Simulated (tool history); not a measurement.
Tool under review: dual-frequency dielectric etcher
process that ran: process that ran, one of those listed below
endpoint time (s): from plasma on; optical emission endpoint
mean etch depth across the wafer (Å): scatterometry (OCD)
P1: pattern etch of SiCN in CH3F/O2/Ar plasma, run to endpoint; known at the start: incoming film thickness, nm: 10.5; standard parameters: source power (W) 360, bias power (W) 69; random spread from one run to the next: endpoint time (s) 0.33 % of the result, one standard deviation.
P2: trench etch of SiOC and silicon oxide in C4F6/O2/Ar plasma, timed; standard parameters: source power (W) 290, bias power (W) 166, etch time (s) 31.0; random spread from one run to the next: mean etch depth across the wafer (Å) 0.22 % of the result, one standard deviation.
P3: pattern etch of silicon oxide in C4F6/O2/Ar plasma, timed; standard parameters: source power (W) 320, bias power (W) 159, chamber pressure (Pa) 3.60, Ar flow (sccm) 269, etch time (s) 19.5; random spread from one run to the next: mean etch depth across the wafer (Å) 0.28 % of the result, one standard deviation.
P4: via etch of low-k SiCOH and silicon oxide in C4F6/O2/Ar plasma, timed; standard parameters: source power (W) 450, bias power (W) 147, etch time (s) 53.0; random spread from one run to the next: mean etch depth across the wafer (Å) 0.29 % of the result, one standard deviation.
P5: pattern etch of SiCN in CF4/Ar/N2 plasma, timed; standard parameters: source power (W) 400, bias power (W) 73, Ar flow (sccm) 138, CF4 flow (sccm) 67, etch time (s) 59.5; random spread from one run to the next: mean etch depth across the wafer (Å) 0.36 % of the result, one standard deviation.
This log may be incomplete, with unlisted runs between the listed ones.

run	day	process that ran	source power (W)	bias power (W)	Ar flow (sccm)	CF4 flow (sccm)	etch time (s)	chamber pressure (Pa)	hours since the last wet clean	hours since the last source power generator calibration	hours since the last bias power generator calibration	endpoint time (s)	mean etch depth across the wafer (Å)
1	0.338	P1	360	69					52.9	631.0	464.1	28.391	
2	0.712	P1	360	69					61.9	640.0	473.1	28.275	
3	0.988	P5	550	73	138	67	59.5		68.5	646.6	479.7		586.85
4	1.267	P3	320	159	269		19.5	3.60	75.2	653.3	486.4		561.78
5	1.625	P3	320	93	269		19.5	3.60	83.8	661.9	495.0		480.49
6	1.992	P3	230	159	269		19.5	3.60	92.6	670.7	503.8		490.49
7	2.342	P2	290	123			31.0		101.0	679.1	512.2		482.95
8	2.621	P5	400	73	173	67	59.5		107.7	685.8	518.9		426.37
9	3.004	P3	320	159	269		25.5	3.60	116.9	695.0	528.1		736.66
10	3.350	P1	360	69					125.2	703.3	536.4	28.364	
11	3.558	P2	290	166			47.0		130.2	708.3	541.4		805.52
12	3.979	P5	400	73	138	67	59.5		140.3	718.4	551.5		441.82
13	4.362	P4	550	147			53.0		149.5	727.6	560.7		1566.50
14	4.779	P3	320	159	269		19.5	4.47	159.5	737.6	570.7		547.36
15	5.246	P1	440	69					170.7	748.8	581.9	26.335	
16	5.662	P1	360	82					180.7	758.8	591.9	26.626	
17	5.883	P5	400	73	138	67	33.0		186.0	764.1	597.2		246.60
18	6.100	P1	360	53					191.2	769.3	602.4	31.126	
19	6.404	P1	470	43					198.5	776.6	609.7	29.929	
20	6.629	P1	360	69					203.9	782.0	615.1	28.434	
21	6.912	P3	320	159	157		19.5	3.60	210.7	788.8	621.9		596.60
22	7.258	P5	400	73	138	53	59.5		219.0	797.1	630.2		428.58
23	7.725	P2	410	166			31.0		230.2	808.3	641.4		608.61
24	8.117	P4	450	147			71.0		239.6	817.7	650.8		1940.80
25	8.467	P5	400	73	138	67	59.5		248.0	826.1	659.2		444.82
26	8.738	P5	400	87	138	67	59.5		254.5	832.6	665.7		473.37
27	9.200	P2	290	166			31.0		265.6	843.7	676.8		529.65
28	9.525	P4	450	147			53.0		273.4	851.5	684.6		1445.90
29	9.992	P3	320	159	269		19.5	3.60	284.6	862.7	695.8		562.09
30	10.333	P1	360	69					292.8	870.9	704.0	28.584	
31	10.788	P1	240	69					303.7	881.8	714.9	33.205	
32	11.246	P4	450	106			53.0		314.7	892.8	725.9		1316.00
33	11.696	P1	360	69					325.5	903.6	736.7	28.574	
34	11.938	P1	360	69					331.3	909.4	742.5	28.213	
35	12.171	P1	360	69					336.9	915.0	748.1	28.074	
36	12.429	P1	360	69					343.1	921.2	754.3	27.982	
37	12.742	P1	360	69					350.6	928.7	761.8	28.049	
38	13.112	P1	360	69					359.5	937.6	770.7	27.973	
# day 13.117: wet clean of the chamber
39	13.546	P1	360	69					10.4	948.0	781.1	28.031	
40	13.933	P1	360	69					19.7	957.3	790.4	28.111	
41	14.179	P1	360	69					25.6	963.2	796.3	27.886	

P1 no longer gives what it gave before; its output has crept away from where it was. The following 2 causes, each at its listed size, fit the log equally well:
A: source power that arrives over what is set, % = 4.5
B: bias power that arrives over what is set, % = 4.78
Onset of the creep was near day 11.696.
The rest of the possible causes, and what rules out each one:
chamber walls in a state that raises the etch rate, %: serviced at day 13.117, which brought nothing back

Which of the 4 check runs listed below, each an average over 2 wafers with its results shown as question marks, gives clearly different results under the different listed causes?
check 1	14.425	P2	290	135			41.5						?
check 2	14.425	P3	320	118	269		19.5	3.60					?
check 3	14.425	P4	540	147			64.0						?
check 4	14.425	P5	480	73	138	67	36.0						?

What every check run would give for each of its results, assuming each possible cause in turn:
check	result	if A	if B
check 1	mean etch depth across the wafer (Å)	676.37	674.31
check 2	mean etch depth across the wafer (Å)	522.26	520.26
check 3	mean etch depth across the wafer (Å)	1911.80	1904.80
check 4	mean etch depth across the wafer (Å)	327.61	320.75
Minimum pairwise separation of causes per check, each pair taken at its best-separating result: check 1 0.3 %; check 2 0.38 %; check 3 0.37 %; check 4 2.12 %
Check 4 is the one run that separates the causes; every other check would come out nearly the same whichever cause is at work.

Check 4 has now been run. It gave: mean etch depth across the wafer (Å) 328.51. Which of the candidate causes is it?

A is the cause: source power that arrives over what is set, %.
